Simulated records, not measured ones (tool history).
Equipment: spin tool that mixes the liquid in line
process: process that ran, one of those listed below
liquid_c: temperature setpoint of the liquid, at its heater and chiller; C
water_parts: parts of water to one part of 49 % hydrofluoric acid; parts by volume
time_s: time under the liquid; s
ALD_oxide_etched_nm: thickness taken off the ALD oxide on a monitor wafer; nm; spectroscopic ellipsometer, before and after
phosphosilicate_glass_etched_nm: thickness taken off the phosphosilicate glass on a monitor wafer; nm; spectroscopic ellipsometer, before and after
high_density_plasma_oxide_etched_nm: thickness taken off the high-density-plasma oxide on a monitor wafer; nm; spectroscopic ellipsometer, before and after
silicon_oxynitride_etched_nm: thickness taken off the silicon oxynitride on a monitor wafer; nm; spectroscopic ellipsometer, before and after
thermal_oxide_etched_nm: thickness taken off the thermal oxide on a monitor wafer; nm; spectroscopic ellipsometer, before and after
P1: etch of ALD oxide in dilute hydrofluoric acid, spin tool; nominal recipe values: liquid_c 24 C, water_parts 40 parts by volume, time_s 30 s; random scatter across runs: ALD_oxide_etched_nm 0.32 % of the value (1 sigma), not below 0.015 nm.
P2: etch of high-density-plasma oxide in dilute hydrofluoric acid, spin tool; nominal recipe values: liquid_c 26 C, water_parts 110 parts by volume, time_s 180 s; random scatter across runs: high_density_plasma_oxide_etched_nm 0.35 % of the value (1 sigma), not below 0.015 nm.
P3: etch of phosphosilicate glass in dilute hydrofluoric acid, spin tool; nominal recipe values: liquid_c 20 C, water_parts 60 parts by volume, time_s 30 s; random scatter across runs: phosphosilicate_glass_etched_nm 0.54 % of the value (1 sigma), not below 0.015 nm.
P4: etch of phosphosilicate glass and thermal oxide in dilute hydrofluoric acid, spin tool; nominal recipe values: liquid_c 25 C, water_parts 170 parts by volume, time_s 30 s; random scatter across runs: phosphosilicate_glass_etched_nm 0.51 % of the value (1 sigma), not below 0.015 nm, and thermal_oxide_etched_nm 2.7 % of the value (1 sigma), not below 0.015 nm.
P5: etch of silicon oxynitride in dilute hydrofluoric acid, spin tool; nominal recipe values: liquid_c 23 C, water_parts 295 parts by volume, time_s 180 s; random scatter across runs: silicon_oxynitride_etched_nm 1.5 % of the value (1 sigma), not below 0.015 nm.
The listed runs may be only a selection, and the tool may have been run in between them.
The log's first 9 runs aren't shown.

run,hour,process,liquid_c,water_parts,time_s,ALD_oxide_etched_nm,phosphosilicate_glass_etched_nm,high_density_plasma_oxide_etched_nm,silicon_oxynitride_etched_nm,thermal_oxide_etched_nm
10,65.3,P3,20,60,30,,25.964,,,
11,72.3,P2,26,110,180,,,8.6957,,
12,80.6,P5,23,295,300,,,,2.4153,
13,87.6,P1,24,60,30,6.7094,,,,
14,95.1,P3,20,90,30,,16.986,,,
15,101.5,P5,23,120,180,,,,3.9107,
16,109.9,P1,24,40,45,15.463,,,,
17,116.6,P2,26,110,80,,,3.8499,,
18,125.7,P1,24,40,30,10.342,,,,
19,134.2,P4,25,295,30,,6.2004,,,0.41536
20,140,P4,25,170,45,,18.213,,,1.1863
21,144.8,P1,19.5,40,30,8.5329,,,,
22,149.5,P1,24,40,30,10.313,,,,
23,154.6,P1,24,40,30,10.286,,,,
24,162.7,P1,31,60,30,8.8358,,,,
25,169.8,P3,20,60,15,,13.139,,,
26,178.7,P1,18.5,65,30,4.9168,,,,
27,188,P5,29.5,295,180,,,,1.8313,
28,197.4,P4,32.5,170,30,,16.053,,,1.0708
29,204.1,P4,25,170,30,,12.207,,,0.86917
30,213,P5,23,295,180,,,,1.3892,
31,220,P1,24,20,30,21.098,,,,
32,224.8,P1,24,40,30,10.338,,,,
33,230.8,P1,24,40,30,9.9036,,,,

Forecast run 34:
34,239.6,P1,24,40,30,?,,,,

{"run 34": {"ALD_oxide_etched_nm": 9.6583}}
